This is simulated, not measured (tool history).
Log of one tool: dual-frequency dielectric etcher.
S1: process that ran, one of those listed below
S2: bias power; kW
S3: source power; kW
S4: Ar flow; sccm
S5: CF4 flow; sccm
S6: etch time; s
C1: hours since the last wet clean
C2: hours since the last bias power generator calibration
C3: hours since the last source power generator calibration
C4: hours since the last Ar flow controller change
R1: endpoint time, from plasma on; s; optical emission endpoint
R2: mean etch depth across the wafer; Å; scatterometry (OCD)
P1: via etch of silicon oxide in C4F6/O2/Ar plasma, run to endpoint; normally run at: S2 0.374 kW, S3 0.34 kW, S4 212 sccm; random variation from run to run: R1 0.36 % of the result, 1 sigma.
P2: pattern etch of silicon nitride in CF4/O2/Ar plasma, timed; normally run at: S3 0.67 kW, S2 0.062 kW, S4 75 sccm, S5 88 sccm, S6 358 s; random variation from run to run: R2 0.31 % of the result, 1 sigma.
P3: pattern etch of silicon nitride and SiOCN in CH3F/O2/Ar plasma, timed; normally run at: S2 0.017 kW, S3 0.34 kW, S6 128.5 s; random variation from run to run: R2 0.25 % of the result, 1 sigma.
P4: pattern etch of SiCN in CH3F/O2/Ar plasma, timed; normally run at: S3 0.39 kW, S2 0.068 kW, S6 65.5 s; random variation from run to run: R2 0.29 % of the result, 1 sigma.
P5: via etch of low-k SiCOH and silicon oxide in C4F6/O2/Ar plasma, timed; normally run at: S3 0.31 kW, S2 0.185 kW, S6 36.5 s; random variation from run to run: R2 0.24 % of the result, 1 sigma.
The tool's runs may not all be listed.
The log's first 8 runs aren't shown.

{"run": 9, "hour": 82.7, "S1": "P1", "S2": 0.374, "S3": 0.34, "S4": 212, "C1": 271.7, "C2": 408.4, "C3": 582.7, "C4": 2839.7, "R1": 25.974}
{"run": 10, "hour": 89.1, "S1": "P2", "S2": 0.062, "S3": 0.67, "S4": 75, "S5": 88, "S6": 240, "C1": 278.1, "C2": 414.8, "C3": 589.1, "C4": 2846.1, "R2": 6591.6}
{"run": 11, "hour": 95.8, "S1": "P4", "S2": 0.068, "S3": 0.39, "S6": 39.5, "C1": 284.8, "C2": 421.5, "C3": 595.8, "C4": 2852.8, "R2": 147.02}
{"run": 12, "hour": 106.5, "S1": "P2", "S2": 0.062, "S3": 0.67, "S4": 75, "S5": 88, "S6": 358, "C1": 295.5, "C2": 432.2, "C3": 606.5, "C4": 2863.5, "R2": 9891.5}
{"run": 13, "hour": 112.4, "S1": "P1", "S2": 0.284, "S3": 0.44, "S4": 212, "C1": 301.4, "C2": 438.1, "C3": 612.4, "C4": 2869.4, "R1": 25.91}
{"run": 14, "hour": 122.8, "S1": "P1", "S2": 0.374, "S3": 0.34, "S4": 212, "C1": 311.8, "C2": 448.5, "C3": 622.8, "C4": 2879.8, "R1": 25.903}
{"hour": 124.4, "done": "wet clean of the chamber"}
{"run": 15, "hour": 130.3, "S1": "P3", "S2": 0.017, "S3": 0.34, "S6": 96.5, "C1": 5.9, "C2": 456, "C3": 630.3, "C4": 2887.3, "R2": 111.3}
{"run": 16, "hour": 138.8, "S1": "P3", "S2": 0.017, "S3": 0.34, "S6": 128.5, "C1": 14.4, "C2": 464.5, "C3": 638.8, "C4": 2895.8, "R2": 148.53}
{"run": 17, "hour": 147.3, "S1": "P1", "S2": 0.374, "S3": 0.43, "S4": 212, "C1": 22.9, "C2": 473, "C3": 647.3, "C4": 2904.3, "R1": 23.974}
{"run": 18, "hour": 155.4, "S1": "P4", "S2": 0.068, "S3": 0.53, "S6": 65.5, "C1": 31, "C2": 481.1, "C3": 655.4, "C4": 2912.4, "R2": 273.54}
{"run": 19, "hour": 161.8, "S1": "P3", "S2": 0.017, "S3": 0.45, "S6": 128.5, "C1": 37.4, "C2": 487.5, "C3": 661.8, "C4": 2918.8, "R2": 164.2}
{"run": 20, "hour": 174.9, "S1": "P5", "S2": 0.185, "S3": 0.31, "S6": 36.5, "C1": 50.5, "C2": 500.6, "C3": 674.9, "C4": 2931.9, "R2": 873.42}
{"run": 21, "hour": 180.8, "S1": "P5", "S2": 0.185, "S3": 0.31, "S6": 36.5, "C1": 56.4, "C2": 506.5, "C3": 680.8, "C4": 2937.8, "R2": 872.98}
{"run": 22, "hour": 189.8, "S1": "P4", "S2": 0.085, "S3": 0.39, "S6": 65.5, "C1": 65.4, "C2": 515.5, "C3": 689.8, "C4": 2946.8, "R2": 265.98}
{"hour": 196.8, "done": "Ar flow controller replaced"}
{"run": 23, "hour": 202.7, "S1": "P1", "S2": 0.242, "S3": 0.34, "S4": 212, "C1": 78.3, "C2": 528.4, "C3": 702.7, "C4": 6, "R1": 30.199}
{"run": 24, "hour": 213.3, "S1": "P2", "S2": 0.048, "S3": 0.67, "S4": 75, "S5": 88, "S6": 358, "C1": 88.9, "C2": 539, "C3": 713.3, "C4": 16.6, "R2": 8977.7}
{"run": 25, "hour": 220.2, "S1": "P2", "S2": 0.062, "S3": 0.45, "S4": 75, "S5": 88, "S6": 358, "C1": 95.8, "C2": 545.9, "C3": 720.2, "C4": 23.5, "R2": 7013.1}
{"run": 26, "hour": 227.2, "S1": "P1", "S2": 0.374, "S3": 0.25, "S4": 212, "C1": 102.8, "C2": 552.9, "C3": 727.2, "C4": 30.5, "R1": 29.1}
{"run": 27, "hour": 236.2, "S1": "P1", "S2": 0.374, "S3": 0.34, "S4": 212, "C1": 111.8, "C2": 561.9, "C3": 736.2, "C4": 39.5, "R1": 26.127}
{"run": 28, "hour": 243.0, "S1": "P1", "S2": 0.374, "S3": 0.34, "S4": 281, "C1": 118.6, "C2": 568.7, "C3": 743, "C4": 46.3, "R1": 26.8}
{"run": 29, "hour": 253.3, "S1": "P5", "S2": 0.185, "S3": 0.37, "S6": 36.5, "C1": 128.9, "C2": 579, "C3": 753.3, "C4": 56.6, "R2": 933.53}
{"run": 30, "hour": 260.8, "S1": "P2", "S2": 0.062, "S3": 0.67, "S4": 105, "S5": 88, "S6": 358, "C1": 136.4, "C2": 586.5, "C3": 760.8, "C4": 64.1, "R2": 9467.5}
{"run": 31, "hour": 271.3, "S1": "P1", "S2": 0.374, "S3": 0.34, "S4": 159, "C1": 146.9, "C2": 597, "C3": 771.3, "C4": 74.6, "R1": 24.946}

The next listed run, before its measurement:
{"run": 32, "hour": 280.1, "S1": "P4", "S2": 0.068, "S3": 0.39, "S6": 65.5, "C1": 155.7, "C2": 605.8, "C3": 780.1, "C4": 83.4, "R2": "?"}

R2: 244.56 Å

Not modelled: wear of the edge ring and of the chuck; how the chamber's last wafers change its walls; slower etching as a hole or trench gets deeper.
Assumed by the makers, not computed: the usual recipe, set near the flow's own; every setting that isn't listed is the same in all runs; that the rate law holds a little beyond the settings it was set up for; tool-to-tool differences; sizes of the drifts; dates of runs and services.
